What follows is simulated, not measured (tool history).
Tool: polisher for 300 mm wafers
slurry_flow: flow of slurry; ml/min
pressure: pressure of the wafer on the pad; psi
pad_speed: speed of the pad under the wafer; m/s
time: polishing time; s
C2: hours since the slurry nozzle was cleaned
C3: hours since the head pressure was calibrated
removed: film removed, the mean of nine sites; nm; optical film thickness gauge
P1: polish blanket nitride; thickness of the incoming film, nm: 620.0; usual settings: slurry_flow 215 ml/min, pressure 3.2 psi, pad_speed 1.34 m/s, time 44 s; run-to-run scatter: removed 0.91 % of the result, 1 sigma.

Run 1, hour 9.9: slurry_flow 215 ml/min, pressure 3.2 psi, pad_speed 1.34 m/s, time 44 s; wafers polished on this pad 451; C2 147.0; C3 658.5. Result: removed 88.578 nm.
Run 2, hour 23.1: slurry_flow 315 ml/min, pressure 3.2 psi, pad_speed 1.34 m/s, time 44 s; wafers polished on this pad 545; C2 160.2; C3 671.7. Result: removed 93.129 nm.
Run 3, hour 36.2: slurry_flow 215 ml/min, pressure 4.4 psi, pad_speed 1.34 m/s, time 44 s; wafers polished on this pad 638; C2 173.3; C3 684.8. Result: removed 121.140 nm.
Run 4, hour 45.9: slurry_flow 215 ml/min, pressure 3.2 psi, pad_speed 1.34 m/s, time 44 s; wafers polished on this pad 707; C2 183.0; C3 694.5. Result: removed 90.796 nm.
Run 5, hour 57.0: slurry_flow 215 ml/min, pressure 3.2 psi, pad_speed 1.34 m/s, time 44 s; wafers polished on this pad 785; C2 194.1; C3 705.6. Result: removed 88.118 nm.
Run 6, hour 64.4: slurry_flow 215 ml/min, pressure 3.2 psi, pad_speed 1.34 m/s, time 44 s; wafers polished on this pad 838; C2 201.5; C3 713.0. Result: removed 88.028 nm.
Run 7, hour 76.9: slurry_flow 215 ml/min, pressure 3.2 psi, pad_speed 1.34 m/s, time 44 s; wafers polished on this pad 927; C2 214.0; C3 725.5. Result: removed 87.485 nm.
Run 8, hour 86.3: slurry_flow 215 ml/min, pressure 3.2 psi, pad_speed 1.34 m/s, time 28 s; wafers polished on this pad 993; C2 223.4; C3 734.9. Result: removed 56.969 nm.
Run 9, hour 101.2: slurry_flow 215 ml/min, pressure 3.2 psi, pad_speed 1.34 m/s, time 59 s; wafers polished on this pad 1099; C2 238.3; C3 749.8. Result: removed 119.070 nm.
Run 10, hour 113.5: slurry_flow 215 ml/min, pressure 3.2 psi, pad_speed 2.10 m/s, time 44 s; wafers polished on this pad 1186; C2 250.6; C3 762.1. Result: removed 126.800 nm.
Run 11, hour 126.7: slurry_flow 130 ml/min, pressure 3.2 psi, pad_speed 1.34 m/s, time 44 s; wafers polished on this pad 1280; C2 263.8; C3 775.3. Result: removed 81.577 nm.
Run 12, hour 138.2: slurry_flow 215 ml/min, pressure 3.2 psi, pad_speed 1.34 m/s, time 44 s; wafers polished on this pad 1361; C2 275.3; C3 786.8. Result: removed 87.938 nm.
Run 13, hour 144.8: slurry_flow 215 ml/min, pressure 3.2 psi, pad_speed 0.60 m/s, time 44 s; wafers polished on this pad 1408; C2 281.9; C3 793.4. Result: removed 46.115 nm.
Run 14, hour 154.3: slurry_flow 215 ml/min, pressure 3.2 psi, pad_speed 1.34 m/s, time 44 s; wafers polished on this pad 1476; C2 291.4; C3 802.9. Result: removed 88.927 nm.
Run 15, hour 166.2: slurry_flow 130 ml/min, pressure 3.2 psi, pad_speed 0.76 m/s, time 44 s; wafers polished on this pad 1560; C2 303.3; C3 814.8. Result: removed 52.068 nm.
Run 16, hour 172.9: slurry_flow 215 ml/min, pressure 2.3 psi, pad_speed 1.34 m/s, time 44 s; wafers polished on this pad 1608; C2 310.0; C3 821.5. Result: removed 64.298 nm.
Run 17, hour 180.6: slurry_flow 215 ml/min, pressure 3.2 psi, pad_speed 1.34 m/s, time 44 s; wafers polished on this pad 1662; C2 317.7; C3 829.2. Result: removed 88.054 nm.
Run 18, hour 193.1: slurry_flow 215 ml/min, pressure 3.2 psi, pad_speed 1.34 m/s, time 44 s; wafers polished on this pad 1751; C2 330.2; C3 841.7. Result: removed 87.547 nm.
Run 19, hour 202.4: slurry_flow 215 ml/min, pressure 3.2 psi, pad_speed 1.34 m/s, time 44 s; wafers polished on this pad 1817; C2 339.5; C3 851.0. Result: removed 85.067 nm.
Run 20, hour 216.8: slurry_flow 215 ml/min, pressure 3.2 psi, pad_speed 1.34 m/s, time 44 s; wafers polished on this pad 1919; C2 353.9; C3 865.4. Result: removed 84.489 nm.
Run 21, hour 228.9: slurry_flow 215 ml/min, pressure 3.2 psi, pad_speed 1.34 m/s, time 44 s; wafers polished on this pad 2005; C2 366.0; C3 877.5. Result: removed 83.620 nm.
At hour 231.6: worn pad replaced by a new one.
Run 22, hour 241.6: slurry_flow 215 ml/min, pressure 3.2 psi, pad_speed 1.34 m/s, time 44 s; wafers polished on this pad 71; C2 378.7; C3 890.2. Result: removed 84.258 nm.
Run 23, hour 252.4: slurry_flow 215 ml/min, pressure 3.2 psi, pad_speed 1.34 m/s, time 44 s; wafers polished on this pad 147; C2 389.5; C3 901.0. Result: removed 81.847 nm.
Run 24, hour 265.6: slurry_flow 215 ml/min, pressure 3.2 psi, pad_speed 1.34 m/s, time 44 s; wafers polished on this pad 241; C2 402.7; C3 914.2. Result: removed 82.697 nm.
Run 25, hour 275.6: slurry_flow 215 ml/min, pressure 3.2 psi, pad_speed 1.34 m/s, time 44 s; wafers polished on this pad 312; C2 412.7; C3 924.2. Result: removed 84.114 nm.
Run 26, hour 282.5: slurry_flow 215 ml/min, pressure 3.2 psi, pad_speed 1.34 m/s, time 44 s; wafers polished on this pad 361; C2 419.6; C3 931.1. Result: removed 83.768 nm.
Run 27, hour 296.1: slurry_flow 215 ml/min, pressure 3.2 psi, pad_speed 1.34 m/s, time 44 s; wafers polished on this pad 457; C2 433.2; C3 944.7. Result: removed 81.879 nm.
Run 28, hour 308.5: slurry_flow 215 ml/min, pressure 3.2 psi, pad_speed 1.34 m/s, time 44 s; wafers polished on this pad 545; C2 445.6; C3 957.1. Result: removed 82.561 nm.

What P1 gives has crept away from where it was. These 2 causes fit the log equally well, each at the size given:
A: head's pressure below its setpoint, % = 6.89
B: slurry flow missing at the pad, % = 37.1
The creep began at about hour 180.6.
Why every other cause is out:
removal rate lost through wear of the pad, %: serviced at hour 231.6, which brought nothing back

4 check runs are offered, each on 3 wafers whose results are averaged, their results left as question marks. Which one tells the causes apart?
Run check 1, hour 320.9: slurry_flow 215 ml/min, pressure 3.2 psi, pad_speed 0.76 m/s, time 44 s. Result: removed ?.
Run check 2, hour 320.9: slurry_flow 130 ml/min, pressure 3.2 psi, pad_speed 2.04 m/s, time 44 s. Result: removed ?.
Run check 3, hour 320.9: slurry_flow 215 ml/min, pressure 3.2 psi, pad_speed 0.92 m/s, time 44 s. Result: removed ?.
Run check 4, hour 320.9: slurry_flow 215 ml/min, pressure 3.2 psi, pad_speed 1.00 m/s, time 29 s. Result: removed ?.

What each check would give under each cause:
  check   result     if A     if B
check 1  removed   52.577   52.577
check 2  removed  107.040  102.710
check 3  removed   61.260   61.260
check 4  removed   43.161   43.161
How far apart the two closest causes lie, in the result that separates them most: check 1 0 %; check 2 4.13 %; check 3 0 %; check 4 0 %
Only check 2 tells the causes apart: in the others they would give nearly the same result.

Check 2 was then run and gave: removed 108.250 nm. Which cause is it?

It is A: head's pressure below its setpoint, %.

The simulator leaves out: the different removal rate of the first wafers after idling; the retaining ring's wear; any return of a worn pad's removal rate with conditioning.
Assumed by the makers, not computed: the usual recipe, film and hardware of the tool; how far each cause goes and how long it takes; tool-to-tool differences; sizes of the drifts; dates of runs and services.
